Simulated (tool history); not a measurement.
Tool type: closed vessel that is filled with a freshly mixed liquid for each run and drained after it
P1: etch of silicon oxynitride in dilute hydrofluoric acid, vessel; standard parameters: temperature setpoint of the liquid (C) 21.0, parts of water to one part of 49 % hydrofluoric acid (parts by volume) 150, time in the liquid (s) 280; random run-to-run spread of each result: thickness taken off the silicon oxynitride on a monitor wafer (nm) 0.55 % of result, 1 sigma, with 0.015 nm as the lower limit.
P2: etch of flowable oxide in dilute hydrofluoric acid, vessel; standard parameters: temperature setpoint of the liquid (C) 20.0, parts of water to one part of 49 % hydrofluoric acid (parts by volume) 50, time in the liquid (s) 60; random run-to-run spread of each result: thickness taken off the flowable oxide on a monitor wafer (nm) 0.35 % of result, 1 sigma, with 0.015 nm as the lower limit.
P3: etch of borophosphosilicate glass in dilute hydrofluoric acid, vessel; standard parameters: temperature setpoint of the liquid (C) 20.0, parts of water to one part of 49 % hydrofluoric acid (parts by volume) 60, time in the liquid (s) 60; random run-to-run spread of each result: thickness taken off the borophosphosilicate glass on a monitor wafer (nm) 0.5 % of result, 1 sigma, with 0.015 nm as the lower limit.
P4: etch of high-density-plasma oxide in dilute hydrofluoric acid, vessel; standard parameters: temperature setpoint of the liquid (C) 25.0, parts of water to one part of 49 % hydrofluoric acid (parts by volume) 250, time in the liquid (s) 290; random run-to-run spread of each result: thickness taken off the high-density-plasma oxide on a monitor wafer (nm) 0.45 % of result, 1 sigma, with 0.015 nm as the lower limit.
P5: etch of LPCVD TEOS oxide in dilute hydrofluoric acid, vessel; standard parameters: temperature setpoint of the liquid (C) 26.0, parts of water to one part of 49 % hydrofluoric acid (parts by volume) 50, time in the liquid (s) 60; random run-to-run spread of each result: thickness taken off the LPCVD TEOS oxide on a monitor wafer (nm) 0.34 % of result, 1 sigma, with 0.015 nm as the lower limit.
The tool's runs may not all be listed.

run   hour  process that ran  temperature setpoint of the liquid (C)  parts of water to one part of 49 % hydrofluoric acid (parts by volume)  time in the liquid (s)  hours since the thermometer was replaced  hours since the hydrofluoric acid flow meter was replaced  thickness taken off the silicon oxynitride on a monitor wafer (nm)  thickness taken off the borophosphosilicate glass on a monitor wafer (nm)  thickness taken off the high-density-plasma oxide on a monitor wafer (nm)  thickness taken off the flowable oxide on a monitor wafer (nm)  thickness taken off the LPCVD TEOS oxide on a monitor wafer (nm)
  1   17.7                P1                                    21.0                                                                     150                     280                                     593.7                                                      702.3                                                             5.23040
  2   30.4                P3                                    20.0                                                                      60                      60                                     606.4                                                      715.0                                                                                                                                         35.723
  3   44.6                P1                                    21.0                                                                     150                      30                                     620.6                                                      729.2                                                             0.56108
  4   58.4                P4                                    25.0                                                                     250                     290                                     634.4                                                      743.0                                                                                                                                                                                                                    5.5213
  5   76.5                P2                                    20.0                                                                      50                      60                                     652.5                                                      761.1                                                                                                                                                                                                                                                                                    49.695
  6   90.2                P1                                    21.0                                                                     150                     280                                     666.2                                                      774.8                                                             5.18050
  7  108.4                P4                                    25.0                                                                     355                     290                                     684.4                                                      793.0                                                                                                                                                                                                                    3.4880
  8  126.6                P1                                    28.0                                                                     150                     280                                     702.6                                                      811.2                                                             7.15220
  9  139.3                P1                                    28.5                                                                     210                     280                                     715.3                                                      823.9                                                             4.92870
 10  158.3                P2                                    20.0                                                                      50                      30                                     734.3                                                      842.9                                                                                                                                                                                                                                                                                    24.961
 11  174.8                P1                                    17.0                                                                     150                     280                                     750.8                                                      859.4                                                             4.32890
 12  184.0                P1                                    21.0                                                                     150                     280                                     760.0                                                      868.6                                                             5.19170
 13  200.4                P1                                    21.0                                                                     150                     520                                     776.4                                                      885.0                                                             9.81120
 14  214.8                P5                                    19.0                                                                      50                      60                                     790.8                                                      899.4                                                                                                                                                                                                                                                                                                                                                      59.014
 15  232.0                P5                                    26.0                                                                      20                      60                                     808.0                                                      916.6                                                                                                                                                                                                                                                                                                                                                     207.820
 16  247.9                P2                                    17.0                                                                      50                      60                                     823.9                                                      932.5                                                                                                                                                                                                                                                                                    43.830
 17  262.2                P4                                    17.5                                                                     250                     290                                     838.2                                                      946.8                                                                                                                                                                                                                    4.1437
     269.4  -- hydrofluoric acid flow meter replaced
 18  280.0                P1                                    21.0                                                                     150                     280                                     856.0                                                       10.6                                                             5.15850
 19  294.9                P3                                    20.0                                                                      60                      30                                     870.9                                                       25.5                                                                                                                                         17.787
 20  311.1                P1                                    26.5                                                                     150                     470                                     887.1                                                       41.7                                                            11.17900
 21  324.6                P4                                    25.0                                                                     250                     290                                     900.6                                                       55.2                                                                                                                                                                                                                    5.4463
 22  333.0                P3                                    20.0                                                                      20                      60                                     909.0                                                       63.6                                                                                                                                        111.810
 23  346.9                P4                                    25.0                                                                     250                      65                                     922.9                                                       77.5                                                                                                                                                                                                                    1.2165
 24  360.2                P2                                    20.0                                                                      50                      60                                     936.2                                                       90.8                                                                                                                                                                                                                                                                                    49.856
 25  372.3                P1                                    21.0                                                                     200                     115                                     948.3                                                      102.9                                                             1.54660
 26  383.5                P5                                    26.0                                                                      50                      30                                     959.5                                                      114.1                                                                                                                                                                                                                                                                                                                                                      39.695
 27  399.8                P5                                    26.0                                                                      50                      60                                     975.8                                                      130.4                                                                                                                                                                                                                                                                                                                                                      78.744
 28  413.6                P3                                    17.0                                                                      60                      60                                     989.6                                                      144.2                                                                                                                                         31.743
 29  427.4                P1                                    21.0                                                                      85                     280                                    1003.4                                                      158.0                                                             9.57570
 30  438.8                P1                                    21.0                                                                     215                     280                                    1014.8                                                      169.4                                                             3.46610
 31  447.8                P1                                    21.0                                                                     150                     280                                    1023.8                                                      178.4                                                             5.14500
 32  462.2                P2                                    20.0                                                                      20                      60                                    1038.2                                                      192.8                                                                                                                                                                                                                                                                                   128.150
 33  477.5                P1                                    21.0                                                                     150                     280                                    1053.5                                                      208.1                                                             5.20100
 34  487.5                P1                                    21.0                                                                     150                     280                                    1063.5                                                      218.1                                                             5.16720
 35  499.0                P1                                    21.0                                                                     150                     280                                    1075.0                                                      229.6                                                             5.03340
 36  511.7                P1                                    21.0                                                                     150                     280                                    1087.7                                                      242.3                                                             4.95870
 37  529.8                P1                                    21.0                                                                     150                     280                                    1105.8                                                      260.4                                                             4.81610
 38  539.5                P1                                    21.0                                                                     150                     280                                    1115.5                                                      270.1                                                             4.75540
 39  549.5                P1                                    21.0                                                                     150                     280                                    1125.5                                                      280.1                                                             4.75170
 40  561.5                P1                                    21.0                                                                     150                     280                                    1137.5                                                      292.1                                                             4.73930
 41  578.6                P1                                    21.0                                                                     150                     280                                    1154.6                                                      309.2                                                             4.75010
 42  594.9                P1                                    21.0                                                                     150                     280                                    1170.9                                                      325.5                                                             4.70350
 43  604.2                P1                                    21.0                                                                     150                     280                                    1180.2                                                      334.8                                                             4.65080
 44  619.8                P1                                    21.0                                                                     150                     280                                    1195.8                                                      350.4                                                             4.68010

Compared with where it was, what P1 gives has crept away. Each cause listed below fits the log as well as the rest, at the size given for it:
A: liquid colder than its thermometer reads (K) = 2.25
B: hydrofluoric acid flow below the setpoint (%) = 9.19
The onset of the drift is placed at about hour 487.5.

The 4 check runs listed below each average the results of 2 wafers, and their outcomes are marked with question marks. Under which run would the listed causes produce clearly different results?
check 1  635.4                P3                                    17.0                                                                      60                      30                                                                                                                                                                                                                                                   ?
check 2  635.4                P5                                    20.5                                                                      30                      60                                                                                                                                                                                                                                                                                                                                                                                                                                                                ?
check 3  635.4                P4                                    19.5                                                                     355                     290                                                                                                                                                                                                                                                                                                                              ?
check 4  635.4                P2                                    17.0                                                                      50                      60                                                                                                                                                                                                                                                                                                                                                                                              ?

How each check would come out, cause by cause:
  check                                                                     result    if A    if B
check 1  thickness taken off the borophosphosilicate glass on a monitor wafer (nm)  14.271  14.201
check 2           thickness taken off the LPCVD TEOS oxide on a monitor wafer (nm)  97.915  97.640
check 3  thickness taken off the high-density-plasma oxide on a monitor wafer (nm)  2.6604  2.5437
check 4             thickness taken off the flowable oxide on a monitor wafer (nm)  39.627  39.496
Gap, in per cent, between the two causes that each check separates least, read from the result that separates them most: check 1 0.49 %; check 2 0.28 %; check 3 4.48 %; check 4 0.33 %
Only check 3 tells the causes apart: in the others they would give nearly the same result.

Running check 3 produced the following: thickness taken off the high-density-plasma oxide on a monitor wafer (nm) 2.6877. Which one of the listed causes fits?

The correct cause is A, namely: liquid colder than its thermometer reads (K).
